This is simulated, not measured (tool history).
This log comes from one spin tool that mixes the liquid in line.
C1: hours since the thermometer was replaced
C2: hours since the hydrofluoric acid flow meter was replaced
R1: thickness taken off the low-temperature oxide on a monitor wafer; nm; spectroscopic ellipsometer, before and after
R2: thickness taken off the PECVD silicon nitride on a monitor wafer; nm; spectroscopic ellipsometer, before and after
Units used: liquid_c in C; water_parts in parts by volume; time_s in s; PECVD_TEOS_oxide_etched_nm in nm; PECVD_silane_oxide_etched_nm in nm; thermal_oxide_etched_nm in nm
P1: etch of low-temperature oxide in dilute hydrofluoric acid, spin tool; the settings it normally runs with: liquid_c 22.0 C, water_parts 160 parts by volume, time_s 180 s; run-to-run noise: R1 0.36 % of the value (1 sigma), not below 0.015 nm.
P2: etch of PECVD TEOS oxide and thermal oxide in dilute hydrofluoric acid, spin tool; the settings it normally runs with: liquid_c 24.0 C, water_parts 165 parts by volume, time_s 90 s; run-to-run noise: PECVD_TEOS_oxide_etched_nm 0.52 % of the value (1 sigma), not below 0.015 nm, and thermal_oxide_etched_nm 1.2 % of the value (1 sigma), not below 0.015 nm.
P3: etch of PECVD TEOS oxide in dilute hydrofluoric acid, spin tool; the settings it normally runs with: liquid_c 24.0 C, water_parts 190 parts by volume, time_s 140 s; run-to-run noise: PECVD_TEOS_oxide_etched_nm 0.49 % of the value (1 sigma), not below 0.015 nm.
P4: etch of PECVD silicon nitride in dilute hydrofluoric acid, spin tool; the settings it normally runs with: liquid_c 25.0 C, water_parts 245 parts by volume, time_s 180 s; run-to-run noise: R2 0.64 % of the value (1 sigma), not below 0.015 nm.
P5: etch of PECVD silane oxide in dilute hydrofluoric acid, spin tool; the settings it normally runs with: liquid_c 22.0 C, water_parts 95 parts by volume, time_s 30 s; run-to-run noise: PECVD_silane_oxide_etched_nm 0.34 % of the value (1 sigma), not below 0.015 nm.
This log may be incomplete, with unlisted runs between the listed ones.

{"run": 1, "hour": 6.4, "process": "P1", "liquid_c": 22.0, "water_parts": 160, "time_s": 180, "C1": 908.0, "C2": 199.3, "R1": 26.604}
{"run": 2, "hour": 12.8, "process": "P1", "liquid_c": 22.0, "water_parts": 85, "time_s": 180, "C1": 914.4, "C2": 205.7, "R1": 54.822}
{"run": 3, "hour": 17.4, "process": "P4", "liquid_c": 25.0, "water_parts": 245, "time_s": 325, "C1": 919.0, "C2": 210.3, "R2": 6.1289}
{"run": 4, "hour": 26.3, "process": "P3", "liquid_c": 24.0, "water_parts": 190, "time_s": 55, "C1": 927.9, "C2": 219.2, "PECVD_TEOS_oxide_etched_nm": 2.2539}
{"run": 5, "hour": 34.4, "process": "P4", "liquid_c": 18.5, "water_parts": 245, "time_s": 180, "C1": 936.0, "C2": 227.3, "R2": 2.2709}
{"run": 6, "hour": 41.4, "process": "P4", "liquid_c": 25.0, "water_parts": 245, "time_s": 180, "C1": 943.0, "C2": 234.3, "R2": 3.407}
{"run": 7, "hour": 45.8, "process": "P1", "liquid_c": 22.0, "water_parts": 220, "time_s": 180, "C1": 947.4, "C2": 238.7, "R1": 18.217}
{"run": 8, "hour": 50.0, "process": "P1", "liquid_c": 22.0, "water_parts": 70, "time_s": 40, "C1": 951.6, "C2": 242.9, "R1": 15.04}
{"run": 9, "hour": 57.7, "process": "P1", "liquid_c": 22.0, "water_parts": 160, "time_s": 180, "C1": 959.3, "C2": 250.6, "R1": 26.694}
{"run": 10, "hour": 66.2, "process": "P5", "liquid_c": 30.0, "water_parts": 95, "time_s": 30, "C1": 967.8, "C2": 259.1, "PECVD_silane_oxide_etched_nm": 11.637}
{"run": 11, "hour": 75.8, "process": "P5", "liquid_c": 22.0, "water_parts": 95, "time_s": 15, "C1": 977.4, "C2": 268.7, "PECVD_silane_oxide_etched_nm": 4.2469}
{"run": 12, "hour": 84.3, "process": "P3", "liquid_c": 24.0, "water_parts": 60, "time_s": 140, "C1": 985.9, "C2": 277.2, "PECVD_TEOS_oxide_etched_nm": 21.373}
{"run": 13, "hour": 91.0, "process": "P1", "liquid_c": 22.0, "water_parts": 160, "time_s": 15, "C1": 992.6, "C2": 283.9, "R1": 2.2294}
{"run": 14, "hour": 99.0, "process": "P1", "liquid_c": 22.0, "water_parts": 160, "time_s": 180, "C1": 1000.6, "C2": 291.9, "R1": 26.554}
{"run": 15, "hour": 105.6, "process": "P1", "liquid_c": 22.0, "water_parts": 160, "time_s": 180, "C1": 1007.2, "C2": 298.5, "R1": 26.669}
{"run": 16, "hour": 110.6, "process": "P2", "liquid_c": 24.0, "water_parts": 250, "time_s": 90, "C1": 1012.2, "C2": 303.5, "PECVD_TEOS_oxide_etched_nm": 3.4744, "thermal_oxide_etched_nm": 1.4096}
{"run": 17, "hour": 119.2, "process": "P2", "liquid_c": 24.0, "water_parts": 165, "time_s": 90, "C1": 1020.8, "C2": 312.1, "PECVD_TEOS_oxide_etched_nm": 5.7691, "thermal_oxide_etched_nm": 2.29}
{"run": 18, "hour": 128.4, "process": "P5", "liquid_c": 22.0, "water_parts": 95, "time_s": 30, "C1": 1030.0, "C2": 321.3, "PECVD_silane_oxide_etched_nm": 8.4852}
{"run": 19, "hour": 132.6, "process": "P1", "liquid_c": 22.0, "water_parts": 160, "time_s": 180, "C1": 1034.2, "C2": 325.5, "R1": 26.961}
{"run": 20, "hour": 138.9, "process": "P1", "liquid_c": 22.0, "water_parts": 160, "time_s": 290, "C1": 1040.5, "C2": 331.8, "R1": 43.01}
{"run": 21, "hour": 148.0, "process": "P4", "liquid_c": 25.0, "water_parts": 370, "time_s": 180, "C1": 1049.6, "C2": 340.9, "R2": 2.2649}
{"run": 22, "hour": 153.6, "process": "P3", "liquid_c": 24.0, "water_parts": 190, "time_s": 140, "C1": 1055.2, "C2": 346.5, "PECVD_TEOS_oxide_etched_nm": 5.7524}
{"run": 23, "hour": 162.2, "process": "P1", "liquid_c": 22.0, "water_parts": 160, "time_s": 180, "C1": 1063.8, "C2": 355.1, "R1": 26.802}
{"run": 24, "hour": 169.9, "process": "P1", "liquid_c": 22.0, "water_parts": 160, "time_s": 180, "C1": 1071.5, "C2": 362.8, "R1": 26.781}
{"run": 25, "hour": 175.5, "process": "P2", "liquid_c": 32.5, "water_parts": 165, "time_s": 90, "C1": 1077.1, "C2": 368.4, "PECVD_TEOS_oxide_etched_nm": 7.9361, "thermal_oxide_etched_nm": 3.2329}
{"run": 26, "hour": 181.5, "process": "P1", "liquid_c": 17.0, "water_parts": 160, "time_s": 180, "C1": 1083.1, "C2": 374.4, "R1": 21.859}
{"run": 27, "hour": 188.6, "process": "P1", "liquid_c": 27.0, "water_parts": 160, "time_s": 180, "C1": 1090.2, "C2": 381.5, "R1": 32.286}
{"run": 28, "hour": 196.1, "process": "P3", "liquid_c": 18.5, "water_parts": 190, "time_s": 140, "C1": 1097.7, "C2": 389.0, "PECVD_TEOS_oxide_etched_nm": 4.6645}
{"run": 29, "hour": 201.0, "process": "P2", "liquid_c": 24.0, "water_parts": 165, "time_s": 90, "C1": 1102.6, "C2": 393.9, "PECVD_TEOS_oxide_etched_nm": 5.8304, "thermal_oxide_etched_nm": 2.3681}
{"run": 30, "hour": 208.1, "process": "P5", "liquid_c": 22.0, "water_parts": 180, "time_s": 30, "C1": 1109.7, "C2": 401.0, "PECVD_silane_oxide_etched_nm": 4.1133}
{"run": 31, "hour": 212.9, "process": "P2", "liquid_c": 24.0, "water_parts": 165, "time_s": 135, "C1": 1114.5, "C2": 405.8, "PECVD_TEOS_oxide_etched_nm": 8.6576, "thermal_oxide_etched_nm": 3.5348}
{"run": 32, "hour": 217.8, "process": "P1", "liquid_c": 22.0, "water_parts": 160, "time_s": 180, "C1": 1119.4, "C2": 410.7, "R1": 26.735}
{"run": 33, "hour": 225.0, "process": "P1", "liquid_c": 22.0, "water_parts": 160, "time_s": 180, "C1": 1126.6, "C2": 417.9, "R1": 26.286}
{"run": 34, "hour": 233.9, "process": "P1", "liquid_c": 22.0, "water_parts": 160, "time_s": 180, "C1": 1135.5, "C2": 426.8, "R1": 25.807}
{"run": 35, "hour": 242.4, "process": "P1", "liquid_c": 22.0, "water_parts": 160, "time_s": 180, "C1": 1144.0, "C2": 435.3, "R1": 25.584}
{"run": 36, "hour": 247.9, "process": "P1", "liquid_c": 22.0, "water_parts": 160, "time_s": 180, "C1": 1149.5, "C2": 440.8, "R1": 25.584}
{"run": 37, "hour": 257.2, "process": "P1", "liquid_c": 22.0, "water_parts": 160, "time_s": 180, "C1": 1158.8, "C2": 450.1, "R1": 25.383}
{"run": 38, "hour": 266.4, "process": "P1", "liquid_c": 22.0, "water_parts": 160, "time_s": 180, "C1": 1168.0, "C2": 459.3, "R1": 25.334}
{"run": 39, "hour": 271.0, "process": "P1", "liquid_c": 22.0, "water_parts": 160, "time_s": 180, "C1": 1172.6, "C2": 463.9, "R1": 25.362}
{"run": 40, "hour": 277.5, "process": "P1", "liquid_c": 22.0, "water_parts": 160, "time_s": 180, "C1": 1179.1, "C2": 470.4, "R1": 25.109}
{"run": 41, "hour": 283.7, "process": "P1", "liquid_c": 22.0, "water_parts": 160, "time_s": 180, "C1": 1185.3, "C2": 476.6, "R1": 25.31}
{"run": 42, "hour": 289.8, "process": "P1", "liquid_c": 22.0, "water_parts": 160, "time_s": 180, "C1": 1191.4, "C2": 482.7, "R1": 25.236}

The log shows P1 creeping away from where it was. Any of the 2 causes listed here, at the size stated for it, fits the log just as well as the others:
A: liquid colder than its thermometer reads (K) = 1.47
B: hydrofluoric acid flow below the setpoint (%) = 4.75
The gradual shift began around hour 217.8.

Which of the check runs below tells the causes apart, meaning the causes would give it clearly different results? Each run uses 2 wafers whose results are averaged, and each result is shown as a question mark.
{"run": "check 1", "hour": 295.9, "process": "P5", "liquid_c": 22.0, "water_parts": 170, "time_s": 30, "PECVD_silane_oxide_etched_nm": "?"}
{"run": "check 2", "hour": 295.9, "process": "P4", "liquid_c": 19.0, "water_parts": 245, "time_s": 180, "R2": "?"}
{"run": "check 3", "hour": 295.9, "process": "P2", "liquid_c": 24.0, "water_parts": 240, "time_s": 90, "PECVD_TEOS_oxide_etched_nm": "?", "thermal_oxide_etched_nm": "?"}
{"run": "check 4", "hour": 295.9, "process": "P3", "liquid_c": 24.0, "water_parts": 105, "time_s": 140, "PECVD_TEOS_oxide_etched_nm": "?"}

If the cause were each of the candidates in turn, the checks would give the following:
check=check_1 result=PECVD_silane_oxide_etched_nm if_A=4.1330 if_B=4.1304
check=check_2 result=R2 if_A=2.1099 if_B=2.2174
check=check_3 result=PECVD_TEOS_oxide_etched_nm if_A=3.4841 if_B=3.4580
check=check_3 result=thermal_oxide_etched_nm if_A=1.4072 if_B=1.3966
check=check_4 result=PECVD_TEOS_oxide_etched_nm if_A=10.8250 if_B=10.8610
Smallest distance between any two causes, each pair judged by its most separating result, in per cent: check 1 0.06 %; check 2 4.97 %; check 3 0.75 %; check 4 0.34 %
The other checks would show nearly matching results whichever cause is true, so check 2 is the only one that separates the causes.

After running check 2, the following was obtained: R2 2.2145 nm. Which cause does this point to?

B is the cause: hydrofluoric acid flow below the setpoint (%).
